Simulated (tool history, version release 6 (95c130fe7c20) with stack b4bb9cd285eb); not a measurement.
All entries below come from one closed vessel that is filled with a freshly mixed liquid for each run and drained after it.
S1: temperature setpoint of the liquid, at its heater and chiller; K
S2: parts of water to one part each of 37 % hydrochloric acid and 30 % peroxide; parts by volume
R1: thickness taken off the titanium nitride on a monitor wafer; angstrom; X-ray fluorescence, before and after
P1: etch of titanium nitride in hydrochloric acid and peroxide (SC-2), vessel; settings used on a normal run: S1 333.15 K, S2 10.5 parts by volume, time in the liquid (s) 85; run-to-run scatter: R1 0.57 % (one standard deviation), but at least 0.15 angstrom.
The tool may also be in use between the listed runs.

Run 1, day 0.338: S1 333.15 K, S2 10.5 parts by volume, time in the liquid (s) 85. Result: R1 45.287 angstrom.
Run 2, day 0.788: S1 333.15 K, S2 4 parts by volume, time in the liquid (s) 85. Result: R1 93.463 angstrom.
Run 3, day 1.204: S1 333.15 K, S2 10.5 parts by volume, time in the liquid (s) 85. Result: R1 45.209 angstrom.
Run 4, day 1.438: S1 333.15 K, S2 10.5 parts by volume, time in the liquid (s) 130. Result: R1 68.71 angstrom.
Run 5, day 1.667: S1 333.15 K, S2 10.5 parts by volume, time in the liquid (s) 30. Result: R1 16.197 angstrom.
Run 6, day 1.942: S1 326.15 K, S2 10.5 parts by volume, time in the liquid (s) 30. Result: R1 10.099 angstrom.
Run 7, day 2.304: S1 333.15 K, S2 18 parts by volume, time in the liquid (s) 145. Result: R1 48.392 angstrom.
Run 8, day 2.533: S1 345.15 K, S2 10.5 parts by volume, time in the liquid (s) 85. Result: R1 93.279 angstrom.
Run 9, day 2.942: S1 333.15 K, S2 10.5 parts by volume, time in the liquid (s) 85. Result: R1 45.04 angstrom.
Run 10, day 3.246: S1 333.15 K, S2 10.5 parts by volume, time in the liquid (s) 85. Result: R1 45.059 angstrom.
Run 11, day 3.579: S1 333.15 K, S2 17 parts by volume, time in the liquid (s) 85. Result: R1 29.786 angstrom.
Run 12, day 3.854: S1 333.15 K, S2 10.5 parts by volume, time in the liquid (s) 85. Result: R1 45.225 angstrom.
Run 13, day 4.217: S1 319.65 K, S2 10.5 parts by volume, time in the liquid (s) 125. Result: R1 27.037 angstrom.
Run 14, day 4.538: S1 316.65 K, S2 10.5 parts by volume, time in the liquid (s) 85. Result: R1 15.477 angstrom.
Run 15, day 4.883: S1 333.15 K, S2 10.5 parts by volume, time in the liquid (s) 85. Result: R1 45.427 angstrom.
Run 16, day 5.362: S1 333.15 K, S2 10.5 parts by volume, time in the liquid (s) 85. Result: R1 45.558 angstrom.
Run 17, day 5.629: S1 333.15 K, S2 10.5 parts by volume, time in the liquid (s) 85. Result: R1 43.728 angstrom.
Run 18, day 5.846: S1 333.15 K, S2 10.5 parts by volume, time in the liquid (s) 85. Result: R1 43.186 angstrom.
Run 19, day 6.196: S1 333.15 K, S2 10.5 parts by volume, time in the liquid (s) 85. Result: R1 42.018 angstrom.
Run 20, day 6.462: S1 333.15 K, S2 10.5 parts by volume, time in the liquid (s) 85. Result: R1 42.296 angstrom.
At day 6.617: new drum of peroxide connected.
Run 21, day 6.858: S1 333.15 K, S2 10.5 parts by volume, time in the liquid (s) 85. Result: R1 41.934 angstrom.
Run 22, day 7.217: S1 333.15 K, S2 10.5 parts by volume, time in the liquid (s) 85. Result: R1 41.741 angstrom.

Compared with where it was, what P1 gives has crept away. Each cause listed below fits the log as well as the rest, at the size given for it:
A: liquid colder than its thermometer reads (K) = 1.28
B: chemicals flow below the setpoint (%) = 9.04
The onset of the drift is placed at about day 5.362.
Other possible causes, and why each is ruled out:
peroxide weaker than its label (%): was serviced at day 6.617, once the creep was under way, yet the earlier output never came back

Each of the check runs listed below is run on 5 wafers and reports their average, with the results left as question marks. Pick the one under which the possible causes would lead to clearly different results.
Run check 1, day 7.575: S1 345.15 K, S2 6 parts by volume, time in the liquid (s) 85. Result: R1 ?.
Run check 2, day 7.575: S1 333.15 K, S2 15.5 parts by volume, time in the liquid (s) 85. Result: R1 ?.
Run check 3, day 7.575: S1 323.15 K, S2 4 parts by volume, time in the liquid (s) 85. Result: R1 ?.
Run check 4, day 7.575: S1 317.15 K, S2 14.5 parts by volume, time in the liquid (s) 85. Result: R1 ?.

How each check would come out, cause by cause:
  check  result    if A    if B
check 1      R1  135.69  136.13
check 2      R1  29.828  29.716
check 3      R1  45.334  46.317
check 4      R1   10.93  10.988
How far apart the two closest causes lie, in the result that separates them most: check 1 0.32 %; check 2 0.37 %; check 3 2.15 %; check 4 0.52 %
The other checks would show nearly matching results whichever cause is true, so check 3 is the only one that separates the causes.

Running check 3 produced the following: R1 46.378 angstrom. Which one of the listed causes fits?

The cause is B: chemicals flow below the setpoint (%).
